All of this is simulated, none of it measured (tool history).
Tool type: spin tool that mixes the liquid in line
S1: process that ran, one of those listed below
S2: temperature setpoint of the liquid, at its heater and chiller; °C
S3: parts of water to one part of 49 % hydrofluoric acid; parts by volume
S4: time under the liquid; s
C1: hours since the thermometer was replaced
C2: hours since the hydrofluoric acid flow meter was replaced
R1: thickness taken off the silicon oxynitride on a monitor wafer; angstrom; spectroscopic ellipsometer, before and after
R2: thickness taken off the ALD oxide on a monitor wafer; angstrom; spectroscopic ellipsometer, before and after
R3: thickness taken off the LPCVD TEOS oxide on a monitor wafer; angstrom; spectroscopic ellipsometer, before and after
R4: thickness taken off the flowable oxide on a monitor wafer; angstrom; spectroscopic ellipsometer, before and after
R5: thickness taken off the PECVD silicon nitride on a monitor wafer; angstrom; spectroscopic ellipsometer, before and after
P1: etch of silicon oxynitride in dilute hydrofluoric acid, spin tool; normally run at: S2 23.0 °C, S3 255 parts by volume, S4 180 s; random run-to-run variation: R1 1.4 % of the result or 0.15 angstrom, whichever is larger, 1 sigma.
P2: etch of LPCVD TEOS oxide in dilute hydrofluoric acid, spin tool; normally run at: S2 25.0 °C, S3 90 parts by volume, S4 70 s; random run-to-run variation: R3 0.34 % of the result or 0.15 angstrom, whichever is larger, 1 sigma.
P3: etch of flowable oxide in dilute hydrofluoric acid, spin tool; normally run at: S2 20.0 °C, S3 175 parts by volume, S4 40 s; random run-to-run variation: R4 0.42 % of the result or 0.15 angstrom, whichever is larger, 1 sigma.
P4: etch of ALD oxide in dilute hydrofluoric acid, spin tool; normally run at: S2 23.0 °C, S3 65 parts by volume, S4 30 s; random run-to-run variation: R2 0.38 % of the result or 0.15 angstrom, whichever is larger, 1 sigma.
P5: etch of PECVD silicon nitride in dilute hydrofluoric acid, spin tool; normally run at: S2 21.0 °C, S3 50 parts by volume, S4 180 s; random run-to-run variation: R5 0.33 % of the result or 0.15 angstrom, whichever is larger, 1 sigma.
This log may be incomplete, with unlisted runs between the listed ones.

Run 1, hour 14.6: S1 P1, S2 23.0 °C, S3 255 parts by volume, S4 180 s; C1 207.1; C2 161.2. Result: R1 16.1270 angstrom.
Run 2, hour 22.7: S1 P4, S2 23.0 °C, S3 65 parts by volume, S4 30 s; C1 215.2; C2 169.3. Result: R2 96.751 angstrom.
Run 3, hour 32.7: S1 P2, S2 25.0 °C, S3 90 parts by volume, S4 70 s; C1 225.2; C2 179.3. Result: R3 467.70 angstrom.
Run 4, hour 45.2: S1 P4, S2 17.0 °C, S3 65 parts by volume, S4 30 s; C1 237.7; C2 191.8. Result: R2 75.478 angstrom.
Run 5, hour 62.0: S1 P1, S2 23.0 °C, S3 255 parts by volume, S4 85 s; C1 254.5; C2 208.6. Result: R1 7.5629 angstrom.
Run 6, hour 75.7: S1 P3, S2 17.0 °C, S3 175 parts by volume, S4 40 s; C1 268.2; C2 222.3. Result: R4 47.576 angstrom.
Run 7, hour 91.4: S1 P3, S2 20.0 °C, S3 175 parts by volume, S4 40 s; C1 283.9; C2 238.0. Result: R4 53.714 angstrom.
Run 8, hour 100.5: S1 P2, S2 17.5 °C, S3 90 parts by volume, S4 70 s; C1 293.0; C2 247.1. Result: R3 345.08 angstrom.
Run 9, hour 114.7: S1 P3, S2 20.0 °C, S3 175 parts by volume, S4 40 s; C1 307.2; C2 261.3. Result: R4 53.433 angstrom.
Run 10, hour 124.9: S1 P3, S2 20.0 °C, S3 95 parts by volume, S4 40 s; C1 317.4; C2 271.5. Result: R4 107.730 angstrom.
Run 11, hour 134.7: S1 P2, S2 25.0 °C, S3 90 parts by volume, S4 70 s; C1 327.2; C2 281.3. Result: R3 467.55 angstrom.
Run 12, hour 145.6: S1 P1, S2 23.0 °C, S3 255 parts by volume, S4 295 s; C1 338.1; C2 292.2. Result: R1 26.2980 angstrom.
Run 13, hour 154.3: S1 P4, S2 23.0 °C, S3 65 parts by volume, S4 60 s; C1 346.8; C2 300.9. Result: R2 193.820 angstrom.
Run 14, hour 169.7: S1 P2, S2 25.0 °C, S3 90 parts by volume, S4 20 s; C1 362.2; C2 316.3. Result: R3 133.70 angstrom.
Run 15, hour 181.7: S1 P1, S2 23.0 °C, S3 255 parts by volume, S4 180 s; C1 374.2; C2 328.3. Result: R1 16.1710 angstrom.
Run 16, hour 191.3: S1 P1, S2 23.0 °C, S3 435 parts by volume, S4 180 s; C1 383.8; C2 337.9. Result: R1 8.2101 angstrom.
Run 17, hour 204.6: S1 P5, S2 21.0 °C, S3 50 parts by volume, S4 280 s; C1 397.1; C2 351.2. Result: R5 123.820 angstrom.
Run 18, hour 217.8: S1 P5, S2 17.0 °C, S3 50 parts by volume, S4 180 s; C1 410.3; C2 364.4. Result: R5 60.639 angstrom.
Run 19, hour 233.4: S1 P1, S2 23.0 °C, S3 255 parts by volume, S4 180 s; C1 425.9; C2 380.0. Result: R1 15.8560 angstrom.
Run 20, hour 244.6: S1 P1, S2 23.0 °C, S3 445 parts by volume, S4 95 s; C1 437.1; C2 391.2. Result: R1 4.1732 angstrom.
Run 21, hour 257.1: S1 P2, S2 25.0 °C, S3 150 parts by volume, S4 70 s; C1 449.6; C2 403.7. Result: R3 260.49 angstrom.
Run 22, hour 273.4: S1 P1, S2 23.0 °C, S3 455 parts by volume, S4 280 s; C1 465.9; C2 420.0. Result: R1 12.5670 angstrom.
Run 23, hour 283.1: S1 P1, S2 28.0 °C, S3 255 parts by volume, S4 180 s; C1 475.6; C2 429.7. Result: R1 20.3980 angstrom.
Run 24, hour 294.4: S1 P1, S2 17.0 °C, S3 255 parts by volume, S4 180 s; C1 486.9; C2 441.0. Result: R1 12.3840 angstrom.
Run 25, hour 308.4: S1 P1, S2 23.0 °C, S3 255 parts by volume, S4 180 s; C1 500.9; C2 455.0. Result: R1 16.4810 angstrom.
Run 26, hour 320.0: S1 P5, S2 21.0 °C, S3 50 parts by volume, S4 180 s; C1 512.5; C2 466.6. Result: R5 80.231 angstrom.
Run 27, hour 336.5: S1 P1, S2 23.0 °C, S3 60 parts by volume, S4 180 s; C1 529.0; C2 483.1. Result: R1 81.8570 angstrom.
Run 28, hour 348.9: S1 P3, S2 20.0 °C, S3 175 parts by volume, S4 70 s; C1 541.4; C2 495.5. Result: R4 94.028 angstrom.

Run 29 is up next; what results do you expect?
Run 29, hour 364.1: S1 P4, S2 23.0 °C, S3 65 parts by volume, S4 30 s; C1 556.6; C2 510.7. Result: R2 ?.

Run 29 produced R2 97.042 angstrom.
